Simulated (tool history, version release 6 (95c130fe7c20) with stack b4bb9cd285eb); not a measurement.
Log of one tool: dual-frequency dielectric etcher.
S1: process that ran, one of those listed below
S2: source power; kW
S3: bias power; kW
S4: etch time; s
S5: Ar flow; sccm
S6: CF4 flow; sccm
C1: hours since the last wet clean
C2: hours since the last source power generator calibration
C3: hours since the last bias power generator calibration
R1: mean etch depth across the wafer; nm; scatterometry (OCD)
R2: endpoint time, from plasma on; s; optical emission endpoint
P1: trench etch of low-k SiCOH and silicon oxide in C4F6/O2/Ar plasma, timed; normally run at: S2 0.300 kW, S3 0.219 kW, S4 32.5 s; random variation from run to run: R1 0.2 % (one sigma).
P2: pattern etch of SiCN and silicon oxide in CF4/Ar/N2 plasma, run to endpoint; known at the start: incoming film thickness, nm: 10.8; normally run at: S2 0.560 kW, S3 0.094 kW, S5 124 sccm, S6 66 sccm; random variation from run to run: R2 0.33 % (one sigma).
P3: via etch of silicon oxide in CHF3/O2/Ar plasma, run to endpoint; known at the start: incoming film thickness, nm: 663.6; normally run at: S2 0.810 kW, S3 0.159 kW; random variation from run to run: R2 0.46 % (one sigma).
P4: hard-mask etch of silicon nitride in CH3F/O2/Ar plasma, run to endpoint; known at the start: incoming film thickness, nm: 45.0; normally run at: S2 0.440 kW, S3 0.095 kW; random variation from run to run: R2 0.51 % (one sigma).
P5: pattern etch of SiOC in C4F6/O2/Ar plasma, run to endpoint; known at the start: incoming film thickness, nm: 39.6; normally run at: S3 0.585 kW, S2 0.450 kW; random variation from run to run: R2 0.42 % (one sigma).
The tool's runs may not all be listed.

Run 1, hour 15.7: S1 P1, S2 0.300 kW, S3 0.219 kW, S4 32.5 s; C1 77.3; C2 831.6; C3 1349.5. Result: R1 95.623 nm.
Run 2, hour 33.3: S1 P1, S2 0.180 kW, S3 0.257 kW, S4 32.5 s; C1 94.9; C2 849.2; C3 1367.1. Result: R1 83.532 nm.
Run 3, hour 42.0: S1 P2, S2 0.560 kW, S3 0.094 kW, S5 77 sccm, S6 66 sccm; C1 103.6; C2 857.9; C3 1375.8. Result: R2 9.3863 s.
Run 4, hour 58.5: S1 P4, S2 0.330 kW, S3 0.095 kW; C1 120.1; C2 874.4; C3 1392.3. Result: R2 61.5220 s.
Run 5, hour 72.5: S1 P3, S2 0.810 kW, S3 0.093 kW; C1 134.1; C2 888.4; C3 1406.3. Result: R2 360.4000 s.
Run 6, hour 88.6: S1 P1, S2 0.300 kW, S3 0.219 kW, S4 32.5 s; C1 150.2; C2 904.5; C3 1422.4. Result: R1 96.116 nm.
Run 7, hour 98.0: S1 P5, S2 0.450 kW, S3 0.785 kW; C1 159.6; C2 913.9; C3 1431.8. Result: R2 10.9090 s.
Run 8, hour 115.5: S1 P1, S2 0.360 kW, S3 0.219 kW, S4 32.5 s; C1 177.1; C2 931.4; C3 1449.3. Result: R1 102.840 nm.
Run 9, hour 127.1: S1 P3, S2 0.480 kW, S3 0.159 kW; C1 188.7; C2 943.0; C3 1460.9. Result: R2 376.9500 s.
Run 10, hour 142.8: S1 P1, S2 0.200 kW, S3 0.219 kW, S4 32.5 s; C1 204.4; C2 958.7; C3 1476.6. Result: R1 81.867 nm.
Run 11, hour 156.4: S1 P5, S2 0.450 kW, S3 0.585 kW; C1 218.0; C2 972.3; C3 1490.2. Result: R2 12.2770 s.
Run 12, hour 167.6: S1 P5, S2 0.280 kW, S3 0.585 kW; C1 229.2; C2 983.5; C3 1501.4. Result: R2 14.4540 s.
Run 13, hour 181.6: S1 P1, S2 0.300 kW, S3 0.219 kW, S4 24.0 s; C1 243.2; C2 997.5; C3 1515.4. Result: R1 70.601 nm.
Run 14, hour 194.9: S1 P2, S2 0.670 kW, S3 0.094 kW, S5 124 sccm, S6 66 sccm; C1 256.5; C2 1010.8; C3 1528.7. Result: R2 8.5009 s.
Run 15, hour 204.2: S1 P1, S2 0.300 kW, S3 0.171 kW, S4 32.5 s; C1 265.8; C2 1020.1; C3 1538.0. Result: R1 88.482 nm.
Run 16, hour 217.1: S1 P4, S2 0.440 kW, S3 0.118 kW; C1 278.7; C2 1033.0; C3 1550.9. Result: R2 51.0120 s.
Run 17, hour 232.0: S1 P5, S2 0.450 kW, S3 0.585 kW; C1 293.6; C2 1047.9; C3 1565.8. Result: R2 12.3070 s.
Run 18, hour 241.4: S1 P2, S2 0.560 kW, S3 0.094 kW, S5 124 sccm, S6 66 sccm; C1 303.0; C2 1057.3; C3 1575.2. Result: R2 10.0320 s.
Run 19, hour 254.1: S1 P1, S2 0.300 kW, S3 0.219 kW, S4 42.0 s; C1 315.7; C2 1070.0; C3 1587.9. Result: R1 123.450 nm.
Run 20, hour 268.3: S1 P1, S2 0.300 kW, S3 0.219 kW, S4 32.5 s; C1 329.9; C2 1084.2; C3 1602.1. Result: R1 95.929 nm.
Run 21, hour 281.4: S1 P2, S2 0.560 kW, S3 0.060 kW, S5 124 sccm, S6 66 sccm; C1 343.0; C2 1097.3; C3 1615.2. Result: R2 11.7520 s.
Run 22, hour 296.3: S1 P3, S2 0.810 kW, S3 0.159 kW; C1 357.9; C2 1112.2; C3 1630.1. Result: R2 306.9900 s.
Run 23, hour 305.1: S1 P2, S2 0.560 kW, S3 0.094 kW, S5 124 sccm, S6 66 sccm; C1 366.7; C2 1121.0; C3 1638.9. Result: R2 10.0290 s.
Run 24, hour 317.1: S1 P4, S2 0.440 kW, S3 0.095 kW; C1 378.7; C2 1133.0; C3 1650.9. Result: R2 55.8920 s.
Run 25, hour 331.3: S1 P1, S2 0.300 kW, S3 0.277 kW, S4 32.5 s; C1 392.9; C2 1147.2; C3 1665.1. Result: R1 103.760 nm.
Run 26, hour 347.3: S1 P1, S2 0.300 kW, S3 0.219 kW, S4 32.5 s; C1 408.9; C2 1163.2; C3 1681.1. Result: R1 96.029 nm.
Run 27, hour 359.9: S1 P1, S2 0.300 kW, S3 0.299 kW, S4 23.5 s; C1 421.5; C2 1175.8; C3 1693.7. Result: R1 76.831 nm.
Run 28, hour 373.5: S1 P2, S2 0.560 kW, S3 0.094 kW, S5 124 sccm, S6 42 sccm; C1 435.1; C2 1189.4; C3 1707.3. Result: R2 10.7950 s.
Run 29, hour 390.7: S1 P1, S2 0.300 kW, S3 0.219 kW, S4 32.5 s; C1 452.3; C2 1206.6; C3 1724.5. Result: R1 95.815 nm.
Run 30, hour 406.2: S1 P1, S2 0.300 kW, S3 0.219 kW, S4 32.5 s; C1 467.8; C2 1222.1; C3 1740.0. Result: R1 96.081 nm.
Run 31, hour 421.1: S1 P1, S2 0.300 kW, S3 0.219 kW, S4 32.5 s; C1 482.7; C2 1237.0; C3 1754.9. Result: R1 96.609 nm.
Run 32, hour 433.8: S1 P1, S2 0.300 kW, S3 0.219 kW, S4 32.5 s; C1 495.4; C2 1249.7; C3 1767.6. Result: R1 97.029 nm.
Run 33, hour 443.3: S1 P1, S2 0.300 kW, S3 0.219 kW, S4 32.5 s; C1 504.9; C2 1259.2; C3 1777.1. Result: R1 97.084 nm.
Run 34, hour 456.4: S1 P1, S2 0.300 kW, S3 0.219 kW, S4 32.5 s; C1 518.0; C2 1272.3; C3 1790.2. Result: R1 97.305 nm.
At hour 458.5: wet clean of the chamber.
Run 35, hour 464.0: S1 P1, S2 0.300 kW, S3 0.219 kW, S4 32.5 s; C1 5.5; C2 1279.9; C3 1797.8. Result: R1 97.367 nm.
Run 36, hour 476.3: S1 P1, S2 0.300 kW, S3 0.219 kW, S4 32.5 s; C1 17.8; C2 1292.2; C3 1810.1. Result: R1 97.399 nm.

What P1 gives has crept away from where it was. These 2 causes fit the log equally well, each at the size given:
A: bias power that arrives over what is set, % = 4.68
B: source power that arrives over what is set, % = 4.1
The creep began at about hour 406.2.
Why every other cause is out:
chamber walls in a state that raises the etch rate, %: serviced at hour 458.5, which brought nothing back

4 check runs are offered, each on 2 wafers whose results are averaged, their results left as question marks. Which one tells the causes apart?
Run check 1, hour 488.6: S1 P2, S2 0.560 kW, S3 0.079 kW, S5 85 sccm, S6 66 sccm. Result: R2 ?.
Run check 2, hour 488.6: S1 P5, S2 0.280 kW, S3 0.773 kW. Result: R2 ?.
Run check 3, hour 488.6: S1 P4, S2 0.440 kW, S3 0.114 kW. Result: R2 ?.
Run check 4, hour 488.6: S1 P3, S2 0.620 kW, S3 0.099 kW. Result: R2 ?.

What each check would give under each cause:
  check  result      if A      if B
check 1      R2    9.9124    9.7142
check 2      R2   12.7630   12.8120
check 3      R2   50.9900   51.1060
check 4      R2  389.4100  388.4200
How far apart the two closest causes lie, in the result that separates them most: check 1 2.02 %; check 2 0.39 %; check 3 0.23 %; check 4 0.26 %
Only check 1 tells the causes apart: in the others they would give nearly the same result.

Then check 1 was run and gave: R2 9.8639 s. Which cause is it?

It is A: bias power that arrives over what is set, %.
